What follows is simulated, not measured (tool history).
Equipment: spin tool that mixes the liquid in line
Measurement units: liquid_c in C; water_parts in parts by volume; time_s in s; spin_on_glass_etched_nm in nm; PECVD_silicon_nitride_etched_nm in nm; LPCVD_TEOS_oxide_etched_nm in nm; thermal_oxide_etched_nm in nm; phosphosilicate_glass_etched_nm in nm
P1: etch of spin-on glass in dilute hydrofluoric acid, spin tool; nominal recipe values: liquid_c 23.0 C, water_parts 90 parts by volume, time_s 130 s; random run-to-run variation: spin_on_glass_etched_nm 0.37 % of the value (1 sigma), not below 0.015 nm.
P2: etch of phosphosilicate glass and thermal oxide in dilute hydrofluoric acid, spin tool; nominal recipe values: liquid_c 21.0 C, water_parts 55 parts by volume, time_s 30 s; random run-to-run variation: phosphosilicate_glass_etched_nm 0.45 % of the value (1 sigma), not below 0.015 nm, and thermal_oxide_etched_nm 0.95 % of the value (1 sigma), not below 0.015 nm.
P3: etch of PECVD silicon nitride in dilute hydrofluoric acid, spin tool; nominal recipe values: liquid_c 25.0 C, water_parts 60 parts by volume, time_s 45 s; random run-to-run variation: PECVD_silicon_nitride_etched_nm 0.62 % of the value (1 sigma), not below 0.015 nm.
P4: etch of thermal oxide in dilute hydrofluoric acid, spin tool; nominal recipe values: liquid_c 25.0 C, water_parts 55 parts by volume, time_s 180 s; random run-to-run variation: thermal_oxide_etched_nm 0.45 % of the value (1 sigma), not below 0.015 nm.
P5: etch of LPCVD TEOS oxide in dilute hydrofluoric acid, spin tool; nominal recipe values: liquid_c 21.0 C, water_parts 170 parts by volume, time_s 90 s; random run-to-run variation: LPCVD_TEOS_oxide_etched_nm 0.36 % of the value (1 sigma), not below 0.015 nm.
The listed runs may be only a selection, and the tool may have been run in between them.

run	hour	process	liquid_c	water_parts	time_s	spin_on_glass_etched_nm	PECVD_silicon_nitride_etched_nm	LPCVD_TEOS_oxide_etched_nm	thermal_oxide_etched_nm	phosphosilicate_glass_etched_nm
1	6.4	P1	23.0	90	130	28.3320				
2	11.7	P3	25.0	60	45		4.3576			
3	18.7	P1	23.0	150	235	28.5810				
4	24.5	P1	29.0	90	130	35.9880				
5	32.2	P5	17.0	170	90			20.575		
6	36.7	P4	25.0	55	180				16.6190	
7	42.2	P4	18.0	55	180				12.4440	
8	49.0	P5	21.0	170	175			46.881		
9	56.5	P5	21.0	105	90			41.823		
10	64.0	P1	23.0	125	130	19.7720				
11	70.2	P3	25.0	60	15		1.4607			
12	77.7	P1	23.0	90	130	28.5460				
13	83.3	P1	23.0	40	130	67.9690				
14	89.9	P3	32.5	60	45		6.9295			
15	94.6	P5	21.0	170	90			23.957		
16	98.8	P4	25.0	55	295				27.2180	
17	105.6	P2	21.0	105	30				1.1446	20.089
18	111.6	P3	25.0	30	45		8.5920			
19	116.1	P2	21.0	55	30				2.3695	40.590
20	123.6	P1	23.0	90	190	41.3320				
# hour 124.4: thermometer replaced
21	127.3	P2	21.0	55	30				2.2838	40.765
22	131.3	P1	23.0	90	130	28.6620				
23	136.8	P1	23.0	90	30	6.5954				
24	141.7	P1	23.0	90	130	28.5310				
25	148.2	P1	18.5	90	130	23.5440				
26	155.9	P2	21.0	55	15				1.1610	20.389
27	163.3	P1	17.0	125	130	15.4230				
28	169.3	P4	25.0	105	180				8.1720	
29	174.3	P4	25.0	55	180				16.6750	
30	180.9	P1	23.0	135	70	9.7102				
31	186.2	P2	17.0	55	30				1.9795	34.231
32	191.4	P5	21.0	170	90			23.886		
33	196.6	P1	23.0	90	130	28.3180				
34	201.2	P1	23.0	90	130	29.1910				
35	209.1	P1	23.0	90	130	30.0230				
36	217.2	P1	23.0	90	130	30.3050				
37	221.1	P1	23.0	90	130	30.3660				
38	228.8	P1	23.0	90	130	30.5530				
39	236.6	P1	23.0	90	130	30.5520				

Run 40 has not been measured yet. What should we expect?
40	240.8	P1	23.0	90	130	?				

Run 40 produced spin_on_glass_etched_nm 30.5790 nm.
